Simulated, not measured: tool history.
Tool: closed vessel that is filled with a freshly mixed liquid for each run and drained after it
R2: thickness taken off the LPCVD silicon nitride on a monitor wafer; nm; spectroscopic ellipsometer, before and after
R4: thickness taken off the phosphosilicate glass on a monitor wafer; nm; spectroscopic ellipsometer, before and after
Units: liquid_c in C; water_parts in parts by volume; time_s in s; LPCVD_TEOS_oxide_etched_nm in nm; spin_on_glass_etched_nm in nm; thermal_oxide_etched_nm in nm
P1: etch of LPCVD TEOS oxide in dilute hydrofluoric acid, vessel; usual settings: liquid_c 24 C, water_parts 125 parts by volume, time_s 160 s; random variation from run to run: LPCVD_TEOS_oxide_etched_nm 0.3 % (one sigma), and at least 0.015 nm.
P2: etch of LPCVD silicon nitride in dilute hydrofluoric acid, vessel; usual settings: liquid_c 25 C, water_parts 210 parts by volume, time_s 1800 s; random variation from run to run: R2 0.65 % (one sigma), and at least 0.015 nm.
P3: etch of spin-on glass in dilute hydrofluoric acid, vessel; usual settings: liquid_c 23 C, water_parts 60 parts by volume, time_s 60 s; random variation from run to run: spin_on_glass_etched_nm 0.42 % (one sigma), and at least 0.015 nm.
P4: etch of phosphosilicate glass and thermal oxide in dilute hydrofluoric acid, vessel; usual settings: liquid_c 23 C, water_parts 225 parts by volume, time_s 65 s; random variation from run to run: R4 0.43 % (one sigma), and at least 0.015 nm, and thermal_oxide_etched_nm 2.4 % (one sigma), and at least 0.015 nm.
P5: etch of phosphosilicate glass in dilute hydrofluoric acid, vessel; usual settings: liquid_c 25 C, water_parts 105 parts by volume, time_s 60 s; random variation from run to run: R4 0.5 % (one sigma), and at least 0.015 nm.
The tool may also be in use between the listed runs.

run 1 hour=3.3 | process=P1 liquid_c=24 water_parts=125 time_s=160 | LPCVD_TEOS_oxide_etched_nm=36.163
run 2 hour=6.7 | process=P2 liquid_c=17.5 water_parts=210 time_s=1800 | R2=2.8489
run 3 hour=9.8 | process=P3 liquid_c=23 water_parts=90 time_s=60 | spin_on_glass_etched_nm=21.999
run 4 hour=12.3 | process=P1 liquid_c=28.5 water_parts=205 time_s=160 | LPCVD_TEOS_oxide_etched_nm=23.738
run 5 hour=15.5 | process=P1 liquid_c=24 water_parts=125 time_s=160 | LPCVD_TEOS_oxide_etched_nm=36.494
run 6 hour=18.3 | process=P4 liquid_c=23 water_parts=225 time_s=65 | R4=23.729 thermal_oxide_etched_nm=1.0983
run 7 hour=20.5 | process=P2 liquid_c=25 water_parts=210 time_s=1800 | R2=4.6415
run 8 hour=22.5 | process=P1 liquid_c=24 water_parts=125 time_s=30 | LPCVD_TEOS_oxide_etched_nm=6.7829
run 9 hour=25.1 | process=P4 liquid_c=23 water_parts=225 time_s=30 | R4=10.963 thermal_oxide_etched_nm=0.47221
run 10 hour=27.3 | process=P5 liquid_c=25 water_parts=105 time_s=60 | R4=35.288
run 11 hour=29.9 | process=P1 liquid_c=24 water_parts=125 time_s=160 | LPCVD_TEOS_oxide_etched_nm=36.267
run 12 hour=31.8 | process=P1 liquid_c=24 water_parts=125 time_s=160 | LPCVD_TEOS_oxide_etched_nm=36.168
run 13 hour=35.8 | process=P1 liquid_c=24 water_parts=60 time_s=230 | LPCVD_TEOS_oxide_etched_nm=117.52
run 14 hour=39.5 | process=P4 liquid_c=23 water_parts=55 time_s=65 | R4=117.73 thermal_oxide_etched_nm=5.3253
run 15 hour=42.7 | process=P5 liquid_c=25 water_parts=105 time_s=60 | R4=35.137
run 16 hour=46.8 | process=P3 liquid_c=23 water_parts=60 time_s=105 | spin_on_glass_etched_nm=59.553
run 17 hour=48.9 | process=P3 liquid_c=17 water_parts=60 time_s=60 | spin_on_glass_etched_nm=26.76
run 18 hour=53.1 | process=P1 liquid_c=24 water_parts=125 time_s=160 | LPCVD_TEOS_oxide_etched_nm=36.374
run 19 hour=55 | process=P1 liquid_c=28.5 water_parts=125 time_s=160 | LPCVD_TEOS_oxide_etched_nm=43.074
run 20 hour=59.2 | process=P5 liquid_c=25 water_parts=180 time_s=60 | R4=18.944
run 21 hour=63.3 | process=P5 liquid_c=29.5 water_parts=105 time_s=60 | R4=41.768
run 22 hour=66.3 | process=P5 liquid_c=25 water_parts=105 time_s=115 | R4=67.411
run 23 hour=69.5 | process=P2 liquid_c=25 water_parts=210 time_s=675 | R2=1.7651
run 24 hour=71.4 | process=P3 liquid_c=23 water_parts=60 time_s=60 | spin_on_glass_etched_nm=34.468
run 25 hour=74.5 | process=P1 liquid_c=19.5 water_parts=125 time_s=160 | LPCVD_TEOS_oxide_etched_nm=30.436
run 26 hour=76.4 | process=P1 liquid_c=24 water_parts=70 time_s=275 | LPCVD_TEOS_oxide_etched_nm=118.98
run 27 hour=78.9 | process=P1 liquid_c=24 water_parts=175 time_s=160 | LPCVD_TEOS_oxide_etched_nm=24.399
run 28 hour=82.6 | process=P1 liquid_c=24 water_parts=125 time_s=160 | LPCVD_TEOS_oxide_etched_nm=36.507
run 29 hour=86.8 | process=P4 liquid_c=17 water_parts=225 time_s=65 | R4=18.69 thermal_oxide_etched_nm=0.87545
run 30 hour=90.4 | process=P1 liquid_c=24 water_parts=125 time_s=230 | LPCVD_TEOS_oxide_etched_nm=52.12
run 31 hour=92.4 | process=P1 liquid_c=24 water_parts=50 time_s=160 | LPCVD_TEOS_oxide_etched_nm=99.634
run 32 hour=94.9 | process=P2 liquid_c=25 water_parts=55 time_s=1800 | R2=17.578
run 33 hour=98.1 | process=P4 liquid_c=23 water_parts=225 time_s=65 | R4=23.616 thermal_oxide_etched_nm=1.1378
run 34 hour=101 | process=P1 liquid_c=24 water_parts=125 time_s=160 | LPCVD_TEOS_oxide_etched_nm=36.282
run 35 hour=103.1 | process=P1 liquid_c=24 water_parts=125 time_s=160 | LPCVD_TEOS_oxide_etched_nm=36.832
run 36 hour=107.1 | process=P1 liquid_c=24 water_parts=125 time_s=160 | LPCVD_TEOS_oxide_etched_nm=37.706
run 37 hour=111.1 | process=P1 liquid_c=24 water_parts=125 time_s=160 | LPCVD_TEOS_oxide_etched_nm=38.151
run 38 hour=114.4 | process=P1 liquid_c=24 water_parts=125 time_s=160 | LPCVD_TEOS_oxide_etched_nm=38.51
run 39 hour=117.7 | process=P1 liquid_c=24 water_parts=125 time_s=160 | LPCVD_TEOS_oxide_etched_nm=38.753
run 40 hour=121.7 | process=P1 liquid_c=24 water_parts=125 time_s=160 | LPCVD_TEOS_oxide_etched_nm=38.638
run 41 hour=124.9 | process=P1 liquid_c=24 water_parts=125 time_s=160 | LPCVD_TEOS_oxide_etched_nm=38.933
run 42 hour=128 | process=P1 liquid_c=24 water_parts=125 time_s=160 | LPCVD_TEOS_oxide_etched_nm=38.873
run 43 hour=132.1 | process=P1 liquid_c=24 water_parts=125 time_s=160 | LPCVD_TEOS_oxide_etched_nm=39.098
run 44 hour=135.5 | process=P1 liquid_c=24 water_parts=125 time_s=160 | LPCVD_TEOS_oxide_etched_nm=39.126
run 45 hour=139.1 | process=P1 liquid_c=24 water_parts=125 time_s=160 | LPCVD_TEOS_oxide_etched_nm=39.078

What P1 gives has crept away from where it was. These 2 causes fit the log equally well, each at the size given:
A: hydrofluoric acid flow above the setpoint (%) = 6.87
B: liquid hotter than its thermometer reads (K) = 1.98
The creep began at about hour 101.

4 check runs are offered, one wafer each, their results left as question marks. Which one tells the causes apart?
run check 1 hour=142.7 | process=P5 liquid_c=25 water_parts=105 time_s=60 | R4=?
run check 2 hour=142.7 | process=P3 liquid_c=23 water_parts=60 time_s=60 | spin_on_glass_etched_nm=?
run check 3 hour=142.7 | process=P2 liquid_c=25 water_parts=210 time_s=1800 | R2=?
run check 4 hour=142.7 | process=P4 liquid_c=23 water_parts=225 time_s=65 | R4=? thermal_oxide_etched_nm=?

What each check would give under each cause:
check=check_1 result=R4 if_A=37.882 if_B=37.952
check=check_2 result=spin_on_glass_etched_nm if_A=36.795 if_B=37.143
check=check_3 result=R2 if_A=4.9752 if_B=5.2635
check=check_4 result=R4 if_A=25.666 if_B=25.428
check=check_4 result=thermal_oxide_etched_nm if_A=1.191 if_B=1.1799
How far apart the two closest causes lie, in the result that separates them most: check 1 0.18 %; check 2 0.94 %; check 3 5.63 %; check 4 0.93 %
Check 3 tells the causes apart: in the others they would give nearly the same result.

Check 3 was then run and gave: R2 4.9476 nm. Which cause is it?

It is A: hydrofluoric acid flow above the setpoint (%).
